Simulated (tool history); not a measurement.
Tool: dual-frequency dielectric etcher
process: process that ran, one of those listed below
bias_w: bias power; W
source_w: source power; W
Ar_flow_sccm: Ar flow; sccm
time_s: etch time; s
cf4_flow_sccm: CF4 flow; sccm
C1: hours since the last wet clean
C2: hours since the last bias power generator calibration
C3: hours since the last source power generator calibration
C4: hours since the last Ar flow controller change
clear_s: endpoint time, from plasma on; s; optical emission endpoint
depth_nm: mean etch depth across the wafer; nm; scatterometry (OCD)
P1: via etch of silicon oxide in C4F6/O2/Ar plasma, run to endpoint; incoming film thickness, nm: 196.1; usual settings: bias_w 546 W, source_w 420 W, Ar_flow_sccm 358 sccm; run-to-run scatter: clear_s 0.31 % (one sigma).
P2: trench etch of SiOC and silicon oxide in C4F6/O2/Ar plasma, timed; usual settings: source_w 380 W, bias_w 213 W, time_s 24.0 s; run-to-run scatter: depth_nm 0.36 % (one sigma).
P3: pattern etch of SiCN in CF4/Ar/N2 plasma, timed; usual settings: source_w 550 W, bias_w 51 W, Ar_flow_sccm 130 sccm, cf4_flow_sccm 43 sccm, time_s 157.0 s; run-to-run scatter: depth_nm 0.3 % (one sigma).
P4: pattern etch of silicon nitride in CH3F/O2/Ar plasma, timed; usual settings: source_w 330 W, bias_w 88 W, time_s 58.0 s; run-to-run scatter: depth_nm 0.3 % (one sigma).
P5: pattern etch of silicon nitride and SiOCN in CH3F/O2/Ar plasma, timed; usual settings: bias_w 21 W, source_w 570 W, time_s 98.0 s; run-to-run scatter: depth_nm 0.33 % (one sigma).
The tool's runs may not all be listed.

{"run": 1, "day": 0.283, "process": "P1", "bias_w": 546, "source_w": 420, "Ar_flow_sccm": 358, "C1": 294.2, "C2": 1013.7, "C3": 499.9, "C4": 3404.5, "clear_s": 41.809}
{"run": 2, "day": 0.554, "process": "P1", "bias_w": 546, "source_w": 420, "Ar_flow_sccm": 442, "C1": 300.7, "C2": 1020.2, "C3": 506.4, "C4": 3411.0, "clear_s": 42.987}
{"run": 3, "day": 0.862, "process": "P4", "bias_w": 88, "source_w": 330, "time_s": 35.0, "C1": 308.1, "C2": 1027.6, "C3": 513.8, "C4": 3418.4, "depth_nm": 23.846}
{"run": 4, "day": 1.171, "process": "P3", "bias_w": 51, "source_w": 550, "Ar_flow_sccm": 177, "time_s": 157.0, "cf4_flow_sccm": 43, "C1": 315.5, "C2": 1035.0, "C3": 521.2, "C4": 3425.8, "depth_nm": 117.54}
{"run": 5, "day": 1.625, "process": "P1", "bias_w": 546, "source_w": 420, "Ar_flow_sccm": 358, "C1": 326.4, "C2": 1045.9, "C3": 532.1, "C4": 3436.7, "clear_s": 41.921}
{"run": 6, "day": 2.096, "process": "P1", "bias_w": 662, "source_w": 420, "Ar_flow_sccm": 358, "C1": 337.7, "C2": 1057.2, "C3": 543.4, "C4": 3448.0, "clear_s": 39.093}
{"run": 7, "day": 2.675, "process": "P1", "bias_w": 364, "source_w": 420, "Ar_flow_sccm": 358, "C1": 351.6, "C2": 1071.1, "C3": 557.3, "C4": 3461.9, "clear_s": 48.815}
{"run": 8, "day": 3.171, "process": "P1", "bias_w": 656, "source_w": 420, "Ar_flow_sccm": 419, "C1": 363.5, "C2": 1083.0, "C3": 569.2, "C4": 3473.8, "clear_s": 40.035}
{"run": 9, "day": 3.554, "process": "P5", "bias_w": 28, "source_w": 570, "time_s": 98.0, "C1": 372.7, "C2": 1092.2, "C3": 578.4, "C4": 3483.0, "depth_nm": 16.521}
{"run": 10, "day": 4.058, "process": "P3", "bias_w": 51, "source_w": 710, "Ar_flow_sccm": 130, "time_s": 157.0, "cf4_flow_sccm": 43, "C1": 384.8, "C2": 1104.3, "C3": 590.5, "C4": 3495.1, "depth_nm": 156.31}
{"run": 11, "day": 4.379, "process": "P1", "bias_w": 546, "source_w": 420, "Ar_flow_sccm": 358, "C1": 392.5, "C2": 1112.0, "C3": 598.2, "C4": 3502.8, "clear_s": 42.027}
{"run": 12, "day": 4.721, "process": "P5", "bias_w": 21, "source_w": 570, "time_s": 98.0, "C1": 400.7, "C2": 1120.2, "C3": 606.4, "C4": 3511.0, "depth_nm": 14.48}
{"run": 13, "day": 5.329, "process": "P4", "bias_w": 88, "source_w": 250, "time_s": 58.0, "C1": 415.3, "C2": 1134.8, "C3": 621.0, "C4": 3525.6, "depth_nm": 35.472}
{"run": 14, "day": 5.917, "process": "P2", "bias_w": 298, "source_w": 380, "time_s": 24.0, "C1": 429.4, "C2": 1148.9, "C3": 635.1, "C4": 3539.7, "depth_nm": 56.597}
{"run": 15, "day": 6.433, "process": "P1", "bias_w": 546, "source_w": 420, "Ar_flow_sccm": 358, "C1": 441.8, "C2": 1161.3, "C3": 647.5, "C4": 3552.1, "clear_s": 42.164}
{"run": 16, "day": 7.046, "process": "P2", "bias_w": 213, "source_w": 380, "time_s": 24.0, "C1": 456.5, "C2": 1176.0, "C3": 662.2, "C4": 3566.8, "depth_nm": 50.618}
{"run": 17, "day": 7.412, "process": "P1", "bias_w": 546, "source_w": 420, "Ar_flow_sccm": 358, "C1": 465.3, "C2": 1184.8, "C3": 671.0, "C4": 3575.6, "clear_s": 42.034}
{"run": 18, "day": 7.817, "process": "P4", "bias_w": 67, "source_w": 330, "time_s": 58.0, "C1": 475.0, "C2": 1194.5, "C3": 680.7, "C4": 3585.3, "depth_nm": 35.958}
{"run": 19, "day": 8.258, "process": "P3", "bias_w": 71, "source_w": 550, "Ar_flow_sccm": 130, "time_s": 157.0, "cf4_flow_sccm": 43, "C1": 485.6, "C2": 1205.1, "C3": 691.3, "C4": 3595.9, "depth_nm": 141.93}
{"run": 20, "day": 8.625, "process": "P1", "bias_w": 546, "source_w": 580, "Ar_flow_sccm": 358, "C1": 494.4, "C2": 1213.9, "C3": 700.1, "C4": 3604.7, "clear_s": 37.378}
{"run": 21, "day": 9.071, "process": "P5", "bias_w": 21, "source_w": 570, "time_s": 132.5, "C1": 505.1, "C2": 1224.6, "C3": 710.8, "C4": 3615.4, "depth_nm": 19.518}
{"run": 22, "day": 9.654, "process": "P2", "bias_w": 213, "source_w": 240, "time_s": 24.0, "C1": 519.1, "C2": 1238.6, "C3": 724.8, "C4": 3629.4, "depth_nm": 42.478}
{"run": 23, "day": 10.096, "process": "P4", "bias_w": 88, "source_w": 330, "time_s": 58.0, "C1": 529.7, "C2": 1249.2, "C3": 735.4, "C4": 3640.0, "depth_nm": 39.548}
{"run": 24, "day": 10.688, "process": "P3", "bias_w": 51, "source_w": 550, "Ar_flow_sccm": 130, "time_s": 87.5, "cf4_flow_sccm": 43, "C1": 543.9, "C2": 1263.4, "C3": 749.6, "C4": 3654.2, "depth_nm": 69.889}
{"run": 25, "day": 10.971, "process": "P3", "bias_w": 51, "source_w": 550, "Ar_flow_sccm": 130, "time_s": 157.0, "cf4_flow_sccm": 43, "C1": 550.7, "C2": 1270.2, "C3": 756.4, "C4": 3661.0, "depth_nm": 125.67}
{"run": 26, "day": 11.517, "process": "P5", "bias_w": 21, "source_w": 450, "time_s": 98.0, "C1": 563.8, "C2": 1283.3, "C3": 769.5, "C4": 3674.1, "depth_nm": 13.315}
{"run": 27, "day": 12.042, "process": "P2", "bias_w": 213, "source_w": 380, "time_s": 24.0, "C1": 576.4, "C2": 1295.9, "C3": 782.1, "C4": 3686.7, "depth_nm": 50.748}
{"run": 28, "day": 12.321, "process": "P2", "bias_w": 213, "source_w": 380, "time_s": 18.5, "C1": 583.1, "C2": 1302.6, "C3": 788.8, "C4": 3693.4, "depth_nm": 38.911}
{"run": 29, "day": 12.792, "process": "P3", "bias_w": 51, "source_w": 550, "Ar_flow_sccm": 130, "time_s": 157.0, "cf4_flow_sccm": 61, "C1": 594.4, "C2": 1313.9, "C3": 800.1, "C4": 3704.7, "depth_nm": 134.13}
{"run": 30, "day": 13.35, "process": "P1", "bias_w": 546, "source_w": 420, "Ar_flow_sccm": 244, "C1": 607.8, "C2": 1327.3, "C3": 813.5, "C4": 3718.1, "clear_s": 40.389}
{"run": 31, "day": 13.667, "process": "P1", "bias_w": 546, "source_w": 310, "Ar_flow_sccm": 358, "C1": 615.4, "C2": 1334.9, "C3": 821.1, "C4": 3725.7, "clear_s": 46.994}
{"run": 32, "day": 14.175, "process": "P1", "bias_w": 546, "source_w": 420, "Ar_flow_sccm": 358, "C1": 627.6, "C2": 1347.1, "C3": 833.3, "C4": 3737.9, "clear_s": 42.179}
{"run": 33, "day": 14.525, "process": "P1", "bias_w": 546, "source_w": 420, "Ar_flow_sccm": 358, "C1": 636.0, "C2": 1355.5, "C3": 841.7, "C4": 3746.3, "clear_s": 42.156}
{"run": 34, "day": 14.908, "process": "P1", "bias_w": 546, "source_w": 420, "Ar_flow_sccm": 358, "C1": 645.2, "C2": 1364.7, "C3": 850.9, "C4": 3755.5, "clear_s": 42.716}
{"run": 35, "day": 15.292, "process": "P1", "bias_w": 546, "source_w": 420, "Ar_flow_sccm": 358, "C1": 654.4, "C2": 1373.9, "C3": 860.1, "C4": 3764.7, "clear_s": 42.674}
{"run": 36, "day": 15.908, "process": "P1", "bias_w": 546, "source_w": 420, "Ar_flow_sccm": 358, "C1": 669.2, "C2": 1388.7, "C3": 874.9, "C4": 3779.5, "clear_s": 42.757}
{"run": 37, "day": 16.325, "process": "P1", "bias_w": 546, "source_w": 420, "Ar_flow_sccm": 358, "C1": 679.2, "C2": 1398.7, "C3": 884.9, "C4": 3789.5, "clear_s": 42.992}
{"run": 38, "day": 16.6, "process": "P1", "bias_w": 546, "source_w": 420, "Ar_flow_sccm": 358, "C1": 685.8, "C2": 1405.3, "C3": 891.5, "C4": 3796.1, "clear_s": 42.881}
{"day": 16.717, "done": "wet clean of the chamber"}
{"run": 39, "day": 17.067, "process": "P1", "bias_w": 546, "source_w": 420, "Ar_flow_sccm": 358, "C1": 8.4, "C2": 1416.5, "C3": 902.7, "C4": 3807.3, "clear_s": 42.857}
{"run": 40, "day": 17.462, "process": "P1", "bias_w": 546, "source_w": 420, "Ar_flow_sccm": 358, "C1": 17.9, "C2": 1426.0, "C3": 912.2, "C4": 3816.8, "clear_s": 42.729}
{"run": 41, "day": 17.775, "process": "P1", "bias_w": 546, "source_w": 420, "Ar_flow_sccm": 358, "C1": 25.4, "C2": 1433.5, "C3": 919.7, "C4": 3824.3, "clear_s": 42.643}

What P1 gives has crept away from where it was. These 2 causes fit the log equally well, each at the size given:
A: source power that arrives under what is set, % = 4.67
B: bias power that arrives under what is set, % = 4.56
The creep began at about day 14.175.
Why every other cause is out:
chamber walls in a state that lowers the etch rate, %: serviced at day 16.717, which brought nothing back
Ar flow that arrives over what is set, %: at most 8, which would move clear_s by +0.9 %: too little, or the wrong way

4 check runs are offered, one wafer each, their results left as question marks. Which one tells the causes apart?
{"run": "check 1", "day": 18.088, "process": "P4", "bias_w": 88, "source_w": 330, "time_s": 58.0, "depth_nm": "?"}
{"run": "check 2", "day": 18.088, "process": "P5", "bias_w": 21, "source_w": 570, "time_s": 98.0, "depth_nm": "?"}
{"run": "check 3", "day": 18.088, "process": "P2", "bias_w": 213, "source_w": 380, "time_s": 24.0, "depth_nm": "?"}
{"run": "check 4", "day": 18.088, "process": "P3", "bias_w": 51, "source_w": 550, "Ar_flow_sccm": 130, "time_s": 157.0, "cf4_flow_sccm": 43, "depth_nm": "?"}

What each check would give under each cause:
check=check_1 result=depth_nm if_A=38.875 if_B=38.914
check=check_2 result=depth_nm if_A=14.216 if_B=14.173
check=check_3 result=depth_nm if_A=49.713 if_B=49.869
check=check_4 result=depth_nm if_A=120.230 if_B=123.260
How far apart the two closest causes lie, in the result that separates them most: check 1 0.1 %; check 2 0.31 %; check 3 0.31 %; check 4 2.49 %
Only check 4 tells the causes apart: in the others they would give nearly the same result.

Check 4 was then run and gave: depth_nm 120.360 nm. Which cause is it?

It is A: source power that arrives under what is set, %.
